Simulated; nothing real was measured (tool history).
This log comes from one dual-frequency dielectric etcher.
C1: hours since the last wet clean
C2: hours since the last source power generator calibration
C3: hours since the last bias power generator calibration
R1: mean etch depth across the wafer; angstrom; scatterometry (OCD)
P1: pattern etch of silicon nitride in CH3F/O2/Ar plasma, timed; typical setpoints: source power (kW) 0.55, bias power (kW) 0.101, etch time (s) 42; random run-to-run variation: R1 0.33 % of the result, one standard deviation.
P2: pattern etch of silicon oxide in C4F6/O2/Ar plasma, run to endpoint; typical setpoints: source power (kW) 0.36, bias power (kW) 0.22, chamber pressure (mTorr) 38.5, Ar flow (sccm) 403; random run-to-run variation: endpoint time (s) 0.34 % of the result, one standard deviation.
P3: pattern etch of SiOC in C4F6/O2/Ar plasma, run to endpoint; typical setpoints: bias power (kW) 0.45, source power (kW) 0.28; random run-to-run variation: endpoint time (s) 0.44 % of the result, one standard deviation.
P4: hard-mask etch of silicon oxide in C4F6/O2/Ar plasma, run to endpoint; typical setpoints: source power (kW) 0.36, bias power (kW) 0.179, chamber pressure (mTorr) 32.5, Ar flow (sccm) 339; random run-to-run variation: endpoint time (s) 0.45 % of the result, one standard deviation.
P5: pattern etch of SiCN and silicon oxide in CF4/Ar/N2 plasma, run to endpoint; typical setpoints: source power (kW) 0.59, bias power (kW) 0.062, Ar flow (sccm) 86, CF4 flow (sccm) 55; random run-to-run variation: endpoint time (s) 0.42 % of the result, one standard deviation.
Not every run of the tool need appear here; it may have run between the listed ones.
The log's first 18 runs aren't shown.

run 19 hour=113 | process_that_ran=P3 source_power_(kW)=0.28 bias_power_(kW)=0.45 | C1=27.1 C2=305.7 C3=1040.8 | endpoint_time_(s)=10.219
run 20 hour=118.9 | process_that_ran=P4 source_power_(kW)=0.36 bias_power_(kW)=0.179 chamber_pressure_(mTorr)=32.5 Ar_flow_(sccm)=339 | C1=33 C2=311.6 C3=1046.7 | endpoint_time_(s)=93.695
run 21 hour=126.6 | process_that_ran=P1 source_power_(kW)=0.55 bias_power_(kW)=0.101 etch_time_(s)=42 | C1=40.7 C2=319.3 C3=1054.4 | R1=369.96
run 22 hour=131.9 | process_that_ran=P4 source_power_(kW)=0.36 bias_power_(kW)=0.13 chamber_pressure_(mTorr)=32.5 Ar_flow_(sccm)=339 | C1=46 C2=324.6 C3=1059.7 | endpoint_time_(s)=103.98
run 23 hour=139.3 | process_that_ran=P1 source_power_(kW)=0.55 bias_power_(kW)=0.101 etch_time_(s)=42 | C1=53.4 C2=332 C3=1067.1 | R1=369.98
run 24 hour=143.4 | process_that_ran=P4 source_power_(kW)=0.36 bias_power_(kW)=0.179 chamber_pressure_(mTorr)=32.5 Ar_flow_(sccm)=339 | C1=57.5 C2=336.1 C3=1071.2 | endpoint_time_(s)=94.115
run 25 hour=146.9 | process_that_ran=P2 source_power_(kW)=0.36 bias_power_(kW)=0.22 chamber_pressure_(mTorr)=52.5 Ar_flow_(sccm)=403 | C1=61 C2=339.6 C3=1074.7 | endpoint_time_(s)=10.884
run 26 hour=152.3 | process_that_ran=P1 source_power_(kW)=0.55 bias_power_(kW)=0.101 etch_time_(s)=42 | C1=66.4 C2=345 C3=1080.1 | R1=369.01

Forecast run 27:
run 27 hour=157.3 | process_that_ran=P5 source_power_(kW)=0.59 bias_power_(kW)=0.062 Ar_flow_(sccm)=86 CF4_flow_(sccm)=55 | C1=71.4 C2=350 C3=1085.1 | endpoint_time_(s)=?

endpoint time (s): 16.747

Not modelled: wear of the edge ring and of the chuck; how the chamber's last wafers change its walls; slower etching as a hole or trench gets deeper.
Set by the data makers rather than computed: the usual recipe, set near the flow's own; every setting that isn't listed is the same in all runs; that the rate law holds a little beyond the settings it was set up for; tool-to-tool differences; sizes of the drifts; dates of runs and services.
